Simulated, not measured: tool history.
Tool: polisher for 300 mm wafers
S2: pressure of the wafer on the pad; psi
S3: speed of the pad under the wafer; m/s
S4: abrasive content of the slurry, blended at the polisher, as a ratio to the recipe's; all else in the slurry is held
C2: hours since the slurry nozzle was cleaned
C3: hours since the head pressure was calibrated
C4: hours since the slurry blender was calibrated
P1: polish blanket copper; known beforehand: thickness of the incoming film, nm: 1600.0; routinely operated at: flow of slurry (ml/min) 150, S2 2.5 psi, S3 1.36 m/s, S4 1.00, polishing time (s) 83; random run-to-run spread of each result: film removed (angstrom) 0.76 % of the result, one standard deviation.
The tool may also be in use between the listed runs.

run 1 hour=4.2 | flow_of_slurry_(ml/min)=150 S2=2.5 S3=1.36 S4=1.00 polishing_time_(s)=83 | wafers_polished_on_this_pad=145 C2=319.3 C3=641.8 C4=129.2 | film_removed_(angstrom)=3245.3
run 2 hour=10.4 | flow_of_slurry_(ml/min)=150 S2=2.5 S3=1.36 S4=1.35 polishing_time_(s)=83 | wafers_polished_on_this_pad=193 C2=325.5 C3=648.0 C4=135.4 | film_removed_(angstrom)=3452.2
run 3 hour=17.0 | flow_of_slurry_(ml/min)=150 S2=2.5 S3=0.74 S4=1.00 polishing_time_(s)=83 | wafers_polished_on_this_pad=243 C2=332.1 C3=654.6 C4=142.0 | film_removed_(angstrom)=1754.4
run 4 hour=20.2 | flow_of_slurry_(ml/min)=150 S2=1.2 S3=0.90 S4=1.00 polishing_time_(s)=83 | wafers_polished_on_this_pad=268 C2=335.3 C3=657.8 C4=145.2 | film_removed_(angstrom)=1022.1
run 5 hour=24.1 | flow_of_slurry_(ml/min)=215 S2=2.5 S3=1.36 S4=1.00 polishing_time_(s)=83 | wafers_polished_on_this_pad=297 C2=339.2 C3=661.7 C4=149.1 | film_removed_(angstrom)=3391.7
run 6 hour=30.2 | flow_of_slurry_(ml/min)=150 S2=1.4 S3=1.36 S4=1.00 polishing_time_(s)=83 | wafers_polished_on_this_pad=344 C2=345.3 C3=667.8 C4=155.2 | film_removed_(angstrom)=1796.5
run 7 hour=36.3 | flow_of_slurry_(ml/min)=150 S2=2.5 S3=1.36 S4=1.00 polishing_time_(s)=38 | wafers_polished_on_this_pad=391 C2=351.4 C3=673.9 C4=161.3 | film_removed_(angstrom)=1491.7
run 8 hour=39.6 | flow_of_slurry_(ml/min)=150 S2=2.5 S3=1.36 S4=1.00 polishing_time_(s)=83 | wafers_polished_on_this_pad=416 C2=354.7 C3=677.2 C4=164.6 | film_removed_(angstrom)=3217.3
run 9 hour=42.8 | flow_of_slurry_(ml/min)=150 S2=2.5 S3=1.36 S4=1.00 polishing_time_(s)=117 | wafers_polished_on_this_pad=440 C2=357.9 C3=680.4 C4=167.8 | film_removed_(angstrom)=4547.4
run 10 hour=48.3 | flow_of_slurry_(ml/min)=150 S2=2.5 S3=1.36 S4=1.00 polishing_time_(s)=83 | wafers_polished_on_this_pad=482 C2=363.4 C3=685.9 C4=173.3 | film_removed_(angstrom)=3208.2
run 11 hour=54.8 | flow_of_slurry_(ml/min)=150 S2=2.5 S3=1.36 S4=1.00 polishing_time_(s)=83 | wafers_polished_on_this_pad=532 C2=369.9 C3=692.4 C4=179.8 | film_removed_(angstrom)=3225.1
run 12 hour=61.8 | flow_of_slurry_(ml/min)=150 S2=3.6 S3=1.36 S4=1.00 polishing_time_(s)=83 | wafers_polished_on_this_pad=585 C2=376.9 C3=699.4 C4=186.8 | film_removed_(angstrom)=4629.3
run 13 hour=68.4 | flow_of_slurry_(ml/min)=150 S2=2.5 S3=1.36 S4=1.00 polishing_time_(s)=83 | wafers_polished_on_this_pad=636 C2=383.5 C3=706.0 C4=193.4 | film_removed_(angstrom)=3209.2
run 14 hour=71.7 | flow_of_slurry_(ml/min)=150 S2=2.5 S3=1.36 S4=0.55 polishing_time_(s)=83 | wafers_polished_on_this_pad=661 C2=386.8 C3=709.3 C4=196.7 | film_removed_(angstrom)=2849.3
run 15 hour=77.3 | flow_of_slurry_(ml/min)=150 S2=2.5 S3=2.04 S4=1.00 polishing_time_(s)=83 | wafers_polished_on_this_pad=704 C2=392.4 C3=714.9 C4=202.3 | film_removed_(angstrom)=4849.3
run 16 hour=81.9 | flow_of_slurry_(ml/min)=90 S2=2.5 S3=1.36 S4=1.00 polishing_time_(s)=83 | wafers_polished_on_this_pad=739 C2=397.0 C3=719.5 C4=206.9 | film_removed_(angstrom)=2889.0
run 17 hour=85.7 | flow_of_slurry_(ml/min)=150 S2=2.5 S3=1.36 S4=1.00 polishing_time_(s)=83 | wafers_polished_on_this_pad=768 C2=400.8 C3=723.3 C4=210.7 | film_removed_(angstrom)=3232.7
run 18 hour=89.8 | flow_of_slurry_(ml/min)=150 S2=2.5 S3=1.36 S4=1.00 polishing_time_(s)=83 | wafers_polished_on_this_pad=799 C2=404.9 C3=727.4 C4=214.8 | film_removed_(angstrom)=3137.6

What does the tool deliver on the next run?
run 19 hour=93.9 | flow_of_slurry_(ml/min)=150 S2=2.5 S3=1.36 S4=1.00 polishing_time_(s)=83 | wafers_polished_on_this_pad=831 C2=409.0 C3=731.5 C4=218.9 | film_removed_(angstrom)=?

Run 19 measured film removed (angstrom) 3054.0.
